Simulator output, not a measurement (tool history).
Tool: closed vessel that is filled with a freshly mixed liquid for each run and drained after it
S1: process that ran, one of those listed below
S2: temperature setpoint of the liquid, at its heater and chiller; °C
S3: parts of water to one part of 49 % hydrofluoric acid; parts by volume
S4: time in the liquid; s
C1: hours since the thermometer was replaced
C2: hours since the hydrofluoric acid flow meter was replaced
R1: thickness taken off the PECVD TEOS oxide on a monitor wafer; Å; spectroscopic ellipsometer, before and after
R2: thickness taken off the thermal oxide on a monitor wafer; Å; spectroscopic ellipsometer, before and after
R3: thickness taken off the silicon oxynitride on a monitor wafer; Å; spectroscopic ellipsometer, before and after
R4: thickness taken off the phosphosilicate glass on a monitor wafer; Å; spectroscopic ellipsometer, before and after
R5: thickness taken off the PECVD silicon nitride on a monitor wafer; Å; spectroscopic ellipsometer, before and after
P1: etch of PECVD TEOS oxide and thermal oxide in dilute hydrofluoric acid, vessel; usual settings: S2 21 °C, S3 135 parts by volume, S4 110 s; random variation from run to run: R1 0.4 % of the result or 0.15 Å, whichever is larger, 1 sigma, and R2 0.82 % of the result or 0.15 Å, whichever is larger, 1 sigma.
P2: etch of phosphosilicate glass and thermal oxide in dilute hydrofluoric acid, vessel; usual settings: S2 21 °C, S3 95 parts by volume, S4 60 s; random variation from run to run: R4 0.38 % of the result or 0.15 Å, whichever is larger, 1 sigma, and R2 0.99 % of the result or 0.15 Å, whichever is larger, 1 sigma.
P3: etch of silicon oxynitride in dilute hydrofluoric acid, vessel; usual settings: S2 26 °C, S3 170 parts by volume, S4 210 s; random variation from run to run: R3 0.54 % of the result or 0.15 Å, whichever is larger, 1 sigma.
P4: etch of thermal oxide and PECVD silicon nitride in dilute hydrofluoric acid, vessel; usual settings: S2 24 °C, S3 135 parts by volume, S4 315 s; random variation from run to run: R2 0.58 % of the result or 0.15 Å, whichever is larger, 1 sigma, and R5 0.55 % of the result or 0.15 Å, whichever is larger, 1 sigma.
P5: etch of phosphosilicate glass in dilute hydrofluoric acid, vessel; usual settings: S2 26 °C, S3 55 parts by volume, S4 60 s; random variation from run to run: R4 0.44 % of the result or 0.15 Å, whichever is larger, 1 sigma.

Run 1, hour 13.6: S1 P1, S2 21 °C, S3 135 parts by volume, S4 110 s; C1 943.3; C2 568. Result: R1 142.23 Å, R2 33.645 Å.
Run 2, hour 28.4: S1 P3, S2 19.5 °C, S3 170 parts by volume, S4 210 s; C1 958.1; C2 582.8. Result: R3 37.986 Å.
Run 3, hour 43.8: S1 P1, S2 21 °C, S3 135 parts by volume, S4 30 s; C1 973.5; C2 598.2. Result: R1 39.409 Å, R2 8.9442 Å.
Run 4, hour 60.4: S1 P5, S2 26 °C, S3 55 parts by volume, S4 30 s; C1 990.1; C2 614.8. Result: R4 514.56 Å.
Run 5, hour 71.4: S1 P3, S2 26 °C, S3 170 parts by volume, S4 210 s; C1 1001.1; C2 625.8. Result: R3 51.101 Å.
Run 6, hour 87.6: S1 P5, S2 34 °C, S3 55 parts by volume, S4 60 s; C1 1017.3; C2 642. Result: R4 1416.7 Å.
Run 7, hour 103.7: S1 P3, S2 26 °C, S3 170 parts by volume, S4 210 s; C1 1033.4; C2 658.1. Result: R3 51.485 Å.
Run 8, hour 116.3: S1 P1, S2 21 °C, S3 135 parts by volume, S4 110 s; C1 1046; C2 670.7. Result: R1 143.73 Å, R2 33.072 Å.
Run 9, hour 127.8: S1 P5, S2 26 °C, S3 20 parts by volume, S4 60 s; C1 1057.5; C2 682.2. Result: R4 3002.2 Å.
Run 10, hour 137.6: S1 P1, S2 21 °C, S3 80 parts by volume, S4 110 s; C1 1067.3; C2 692. Result: R1 256.22 Å, R2 59.7 Å.
Run 11, hour 148.9: S1 P3, S2 26 °C, S3 170 parts by volume, S4 365 s; C1 1078.6; C2 703.3. Result: R3 89.343 Å.
Run 12, hour 163.9: S1 P5, S2 26 °C, S3 55 parts by volume, S4 60 s; C1 1093.6; C2 718.3. Result: R4 1035.3 Å.
Run 13, hour 174.7: S1 P4, S2 24 °C, S3 245 parts by volume, S4 315 s; C1 1104.4; C2 729.1. Result: R2 52.513 Å, R5 30.993 Å.
Run 14, hour 185.4: S1 P2, S2 17 °C, S3 95 parts by volume, S4 60 s; C1 1115.1; C2 739.8. Result: R2 21.853 Å, R4 808.31 Å.
Run 15, hour 195.5: S1 P4, S2 24 °C, S3 135 parts by volume, S4 315 s; C1 1125.2; C2 749.9. Result: R2 107.51 Å, R5 55.944 Å.
Run 16, hour 203.6: S1 P1, S2 21 °C, S3 135 parts by volume, S4 195 s; C1 1133.3; C2 758. Result: R1 254.08 Å, R2 60.089 Å.
Run 17, hour 214.6: S1 P1, S2 28 °C, S3 135 parts by volume, S4 110 s; C1 1144.3; C2 769. Result: R1 187.8 Å, R2 43.372 Å.
Run 18, hour 229.5: S1 P1, S2 17 °C, S3 135 parts by volume, S4 110 s; C1 1159.2; C2 783.9. Result: R1 121.96 Å, R2 27.961 Å.
Run 19, hour 243.3: S1 P1, S2 21 °C, S3 135 parts by volume, S4 110 s; C1 1173; C2 797.7. Result: R1 143.91 Å, R2 33.213 Å.
Run 20, hour 256.1: S1 P3, S2 26 °C, S3 295 parts by volume, S4 210 s; C1 1185.8; C2 810.5. Result: R3 26.584 Å.
Run 21, hour 266.4: S1 P4, S2 24 °C, S3 135 parts by volume, S4 495 s; C1 1196.1; C2 820.8. Result: R2 168.52 Å, R5 88.133 Å.
Run 22, hour 280.1: S1 P1, S2 21 °C, S3 205 parts by volume, S4 110 s; C1 1209.8; C2 834.5. Result: R1 87.61 Å, R2 20.426 Å.
Run 23, hour 295.3: S1 P1, S2 21 °C, S3 190 parts by volume, S4 160 s; C1 1225; C2 849.7. Result: R1 139.35 Å, R2 32.438 Å.
Run 24, hour 312: S1 P2, S2 21 °C, S3 95 parts by volume, S4 60 s; C1 1241.7; C2 866.4. Result: R2 25.311 Å, R4 951.19 Å.
Run 25, hour 328.3: S1 P2, S2 21 °C, S3 160 parts by volume, S4 60 s; C1 1258; C2 882.7. Result: R2 14.123 Å, R4 523.93 Å.
Run 26, hour 340.5: S1 P4, S2 31 °C, S3 135 parts by volume, S4 315 s; C1 1270.2; C2 894.9. Result: R2 138.77 Å, R5 87.886 Å.
Run 27, hour 355: S1 P1, S2 21 °C, S3 55 parts by volume, S4 60 s; C1 1284.7; C2 909.4. Result: R1 208.79 Å, R2 49.029 Å.
Run 28, hour 364.6: S1 P5, S2 26 °C, S3 55 parts by volume, S4 60 s; C1 1294.3; C2 919. Result: R4 1037.1 Å.
Run 29, hour 378.6: S1 P4, S2 24 °C, S3 135 parts by volume, S4 315 s; C1 1308.3; C2 933. Result: R2 106.78 Å, R5 56.179 Å.
Run 30, hour 390.8: S1 P1, S2 21 °C, S3 135 parts by volume, S4 110 s; C1 1320.5; C2 945.2. Result: R1 143.31 Å, R2 33.41 Å.
Run 31, hour 402.9: S1 P2, S2 21 °C, S3 95 parts by volume, S4 105 s; C1 1332.6; C2 957.3. Result: R2 44.742 Å, R4 1670.4 Å.
Run 32, hour 410.7: S1 P1, S2 21 °C, S3 135 parts by volume, S4 110 s; C1 1340.4; C2 965.1. Result: R1 142.7 Å, R2 32.934 Å.
Run 33, hour 421.7: S1 P1, S2 21 °C, S3 135 parts by volume, S4 110 s; C1 1351.4; C2 976.1. Result: R1 140.05 Å, R2 32.558 Å.
Run 34, hour 431.8: S1 P1, S2 21 °C, S3 135 parts by volume, S4 110 s; C1 1361.5; C2 986.2. Result: R1 138.25 Å, R2 31.739 Å.
Run 35, hour 441.9: S1 P1, S2 21 °C, S3 135 parts by volume, S4 110 s; C1 1371.6; C2 996.3. Result: R1 138.11 Å, R2 32.121 Å.
Run 36, hour 459: S1 P1, S2 21 °C, S3 135 parts by volume, S4 110 s; C1 1388.7; C2 1013.4. Result: R1 135.26 Å, R2 31.656 Å.
Run 37, hour 476.2: S1 P1, S2 21 °C, S3 135 parts by volume, S4 110 s; C1 1405.9; C2 1030.6. Result: R1 135.84 Å, R2 31.267 Å.
Run 38, hour 489.6: S1 P1, S2 21 °C, S3 135 parts by volume, S4 110 s; C1 1419.3; C2 1044. Result: R1 135.67 Å, R2 31.449 Å.
Run 39, hour 502.9: S1 P1, S2 21 °C, S3 135 parts by volume, S4 110 s; C1 1432.6; C2 1057.3. Result: R1 134.09 Å, R2 31.203 Å.
Run 40, hour 520.3: S1 P1, S2 21 °C, S3 135 parts by volume, S4 110 s; C1 1450; C2 1074.7. Result: R1 135.1 Å, R2 30.955 Å.
Run 41, hour 536.4: S1 P1, S2 21 °C, S3 135 parts by volume, S4 110 s; C1 1466.1; C2 1090.8. Result: R1 134.05 Å, R2 31.341 Å.

What P1 gives has crept away from where it was. These 2 causes fit the log equally well, each at the size given:
A: hydrofluoric acid flow below the setpoint (%) = 5.68
B: liquid colder than its thermometer reads (K) = 1.68
The creep began at about hour 410.7.

4 check runs are offered, one wafer each, their results left as question marks. Which one tells the causes apart?
Run check 1, hour 552.5: S1 P2, S2 21 °C, S3 95 parts by volume, S4 60 s. Result: R2 ?, R4 ?.
Run check 2, hour 552.5: S1 P5, S2 26 °C, S3 55 parts by volume, S4 60 s. Result: R4 ?.
Run check 3, hour 552.5: S1 P4, S2 24 °C, S3 135 parts by volume, S4 315 s. Result: R2 ?, R5 ?.
Run check 4, hour 552.5: S1 P3, S2 26 °C, S3 170 parts by volume, S4 210 s. Result: R3 ?.

What each check would give under each cause:
  check  result    if A    if B
check 1      R2  24.197  24.098
check 1      R4  892.38  888.73
check 2      R4  970.18  965.13
check 3      R2  100.06  100.31
check 3      R5  52.956  50.272
check 4      R3   47.88  47.479
How far apart the two closest causes lie, in the result that separates them most: check 1 0.41 %; check 2 0.52 %; check 3 5.2 %; check 4 0.84 %
Check 3 tells the causes apart: in the others they would give nearly the same result.

Check 3 was then run and gave: R2 100.77 Å; R5 50.341 Å. Which cause is it?

It is B: liquid colder than its thermometer reads (K).

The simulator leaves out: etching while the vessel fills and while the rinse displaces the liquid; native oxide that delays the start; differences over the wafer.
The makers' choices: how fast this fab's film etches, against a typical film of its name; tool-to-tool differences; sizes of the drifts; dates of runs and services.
